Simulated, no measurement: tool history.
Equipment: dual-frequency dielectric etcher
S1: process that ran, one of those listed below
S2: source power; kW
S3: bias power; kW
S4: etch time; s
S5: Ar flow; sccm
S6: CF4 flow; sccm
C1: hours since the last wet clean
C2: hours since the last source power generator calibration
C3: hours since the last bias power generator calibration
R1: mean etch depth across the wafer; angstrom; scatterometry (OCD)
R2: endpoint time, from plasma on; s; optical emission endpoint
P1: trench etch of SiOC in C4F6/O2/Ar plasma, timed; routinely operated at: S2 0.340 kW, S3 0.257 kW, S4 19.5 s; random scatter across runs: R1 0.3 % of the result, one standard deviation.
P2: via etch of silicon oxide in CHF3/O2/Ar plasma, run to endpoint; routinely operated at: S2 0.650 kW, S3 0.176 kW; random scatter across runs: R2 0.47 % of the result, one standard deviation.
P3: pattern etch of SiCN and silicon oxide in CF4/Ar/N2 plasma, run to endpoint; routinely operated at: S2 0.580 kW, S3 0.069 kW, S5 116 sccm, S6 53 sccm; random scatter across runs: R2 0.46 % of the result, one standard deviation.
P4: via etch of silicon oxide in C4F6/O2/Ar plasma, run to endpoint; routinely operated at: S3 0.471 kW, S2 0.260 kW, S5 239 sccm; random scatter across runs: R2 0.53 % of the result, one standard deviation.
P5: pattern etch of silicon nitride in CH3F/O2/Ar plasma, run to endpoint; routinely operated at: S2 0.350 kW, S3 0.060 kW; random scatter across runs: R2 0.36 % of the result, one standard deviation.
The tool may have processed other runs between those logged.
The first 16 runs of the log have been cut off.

run	day	S1	S2	S3	S4	S5	S6	C1	C2	C3	R1	R2
17	5.842	P1	0.280	0.257	19.5			587.3	950.8	49.9	394.34	
18	6.254	P1	0.230	0.257	15.5			597.2	960.7	59.8	289.56	
19	6.612	P1	0.340	0.257	26.0			605.8	969.3	68.4	564.18	
20	7.071	P1	0.340	0.257	19.5			616.8	980.3	79.4	422.42	
21	7.300	P5	0.350	0.046				622.3	985.8	84.9		63.243
22	7.525	P2	0.650	0.176				627.7	991.2	90.3		223.460
23	7.888	P3	0.580	0.069		93	53	636.4	999.9	99.0		17.244
# day 8.079: source power generator calibrated
24	8.258	P1	0.340	0.363	19.5			645.3	4.4	107.9	477.69	
25	8.583	P4	0.260	0.471		186		653.1	12.2	115.7		29.132
26	8.871	P2	0.650	0.117				660.0	19.1	122.6		254.470
27	9.125	P4	0.260	0.382		239		666.1	25.2	128.7		32.341
28	9.342	P4	0.260	0.471		239		671.3	30.4	133.9		29.685
29	9.733	P2	0.910	0.176				680.7	39.8	143.3		197.420
30	10.088	P5	0.350	0.060				689.2	48.3	151.8		58.720
31	10.292	P1	0.340	0.257	19.5			694.1	53.2	156.7	424.36	
32	10.542	P1	0.340	0.257	19.5			700.1	59.2	162.7	421.80	
33	10.908	P1	0.340	0.257	19.5			708.9	68.0	171.5	419.75	
34	11.221	P1	0.340	0.257	19.5			716.4	75.5	179.0	419.55	

Forecast run 35:
35	11.442	P1	0.340	0.257	19.5			721.7	80.8	184.3	?	

Logged for run 35: R1 419.04 angstrom.
